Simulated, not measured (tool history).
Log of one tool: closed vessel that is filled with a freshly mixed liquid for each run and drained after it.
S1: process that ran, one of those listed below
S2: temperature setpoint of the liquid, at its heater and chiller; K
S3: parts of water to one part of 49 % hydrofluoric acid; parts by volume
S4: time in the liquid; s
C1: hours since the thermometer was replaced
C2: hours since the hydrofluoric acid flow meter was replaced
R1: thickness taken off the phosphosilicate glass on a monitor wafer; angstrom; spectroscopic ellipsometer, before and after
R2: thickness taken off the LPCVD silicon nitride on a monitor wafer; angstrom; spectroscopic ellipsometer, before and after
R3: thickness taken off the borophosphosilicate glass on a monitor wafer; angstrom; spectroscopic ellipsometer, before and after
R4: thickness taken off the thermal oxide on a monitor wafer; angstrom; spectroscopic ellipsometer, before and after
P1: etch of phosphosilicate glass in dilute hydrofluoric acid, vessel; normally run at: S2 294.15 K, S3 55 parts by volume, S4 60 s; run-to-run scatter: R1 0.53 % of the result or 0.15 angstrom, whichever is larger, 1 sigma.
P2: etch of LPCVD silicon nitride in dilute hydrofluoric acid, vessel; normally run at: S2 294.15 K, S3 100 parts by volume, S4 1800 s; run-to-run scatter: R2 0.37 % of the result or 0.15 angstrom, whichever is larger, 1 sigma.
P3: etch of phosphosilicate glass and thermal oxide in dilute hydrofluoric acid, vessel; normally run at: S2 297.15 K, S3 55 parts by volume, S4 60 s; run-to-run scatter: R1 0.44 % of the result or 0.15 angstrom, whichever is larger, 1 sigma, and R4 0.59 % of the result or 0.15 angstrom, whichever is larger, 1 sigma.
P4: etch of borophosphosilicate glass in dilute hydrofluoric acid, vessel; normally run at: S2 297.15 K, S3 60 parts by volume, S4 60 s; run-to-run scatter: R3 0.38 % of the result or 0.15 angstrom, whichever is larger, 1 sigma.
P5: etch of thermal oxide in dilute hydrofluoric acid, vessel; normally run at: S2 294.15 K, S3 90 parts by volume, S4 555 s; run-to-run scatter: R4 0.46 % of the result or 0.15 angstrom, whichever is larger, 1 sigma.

run,hour,S1,S2,S3,S4,C1,C2,R1,R2,R3,R4
1,6.9,P1,294.15,55,60,366,464.3,1487.6,,,
2,16,P1,294.15,55,60,375.1,473.4,1484.9,,,
3,26.5,P2,294.15,100,1800,385.6,483.9,,68.721,,
4,33.4,P4,297.15,60,100,392.5,490.8,,,887.9,
5,45.9,P2,299.15,100,1800,405,503.3,,95.267,,
6,57,P1,294.15,100,60,416.1,514.4,774.86,,,
7,69.4,P1,299.15,55,60,428.5,526.8,1824.9,,,
8,82.6,P5,294.15,140,555,441.7,540,,,,164.86
9,95.6,P1,294.15,55,30,454.7,553,739.56,,,
# hour 104.3: hydrofluoric acid flow meter replaced
10,106.3,P1,294.15,55,60,465.4,2,1493,,,
11,115.4,P5,300.15,90,555,474.5,11.1,,,,343.36
12,126.9,P1,294.15,20,60,486,22.6,4305.3,,,
13,134.7,P3,297.15,55,60,493.8,30.4,1817.4,,,54.047
14,145.8,P5,294.15,90,555,504.9,41.5,,,,269.81
15,152.1,P1,290.15,55,60,511.2,47.8,1257.8,,,
16,159.2,P1,290.15,75,60,518.3,54.9,903.35,,,
17,169.8,P3,297.15,55,30,528.9,65.5,912.07,,,26.928
18,179.8,P1,294.15,55,60,538.9,75.5,1483.3,,,
19,188.3,P1,290.15,55,115,547.4,84,2417.1,,,
20,199.1,P4,297.15,105,60,558.2,94.8,,,287.43,
21,213.1,P5,294.15,90,555,572.2,108.8,,,,271.24
22,221.5,P3,290.15,55,60,580.6,117.2,1352.6,,,39.715
23,227.9,P1,294.15,55,60,587,123.6,1488.8,,,
24,241,P5,294.15,90,1055,600.1,136.7,,,,510.55
25,253.5,P1,294.15,55,90,612.6,149.2,2235.1,,,
26,266.5,P4,304.65,60,60,625.6,162.2,,,719.51,
27,280.2,P2,294.15,50,1800,639.3,175.9,,135.06,,
28,293.5,P3,297.15,25,60,652.6,189.2,4209,,,123.48
29,301.7,P4,297.15,60,60,660.8,197.4,,,534.37,
30,314.3,P2,294.15,100,930,673.4,210,,35.253,,
31,322,P1,294.15,55,60,681.1,217.7,1493.9,,,
32,332.1,P1,294.15,55,60,691.2,227.8,1513.4,,,
33,340.8,P1,294.15,55,60,699.9,236.5,1515,,,
34,353.7,P1,294.15,55,60,712.8,249.4,1548.3,,,
35,361,P1,294.15,55,60,720.1,256.7,1571.2,,,
36,372.3,P1,294.15,55,60,731.4,268,1572.2,,,
37,384.2,P1,294.15,55,60,743.3,279.9,1575.3,,,
38,398.6,P1,294.15,55,60,757.7,294.3,1569.3,,,
39,412.6,P1,294.15,55,60,771.7,308.3,1596.2,,,

Forecast run 40:
40,424.1,P1,294.15,55,60,783.2,319.8,?,,,

{"run 40": {"R1": 1577.9}}
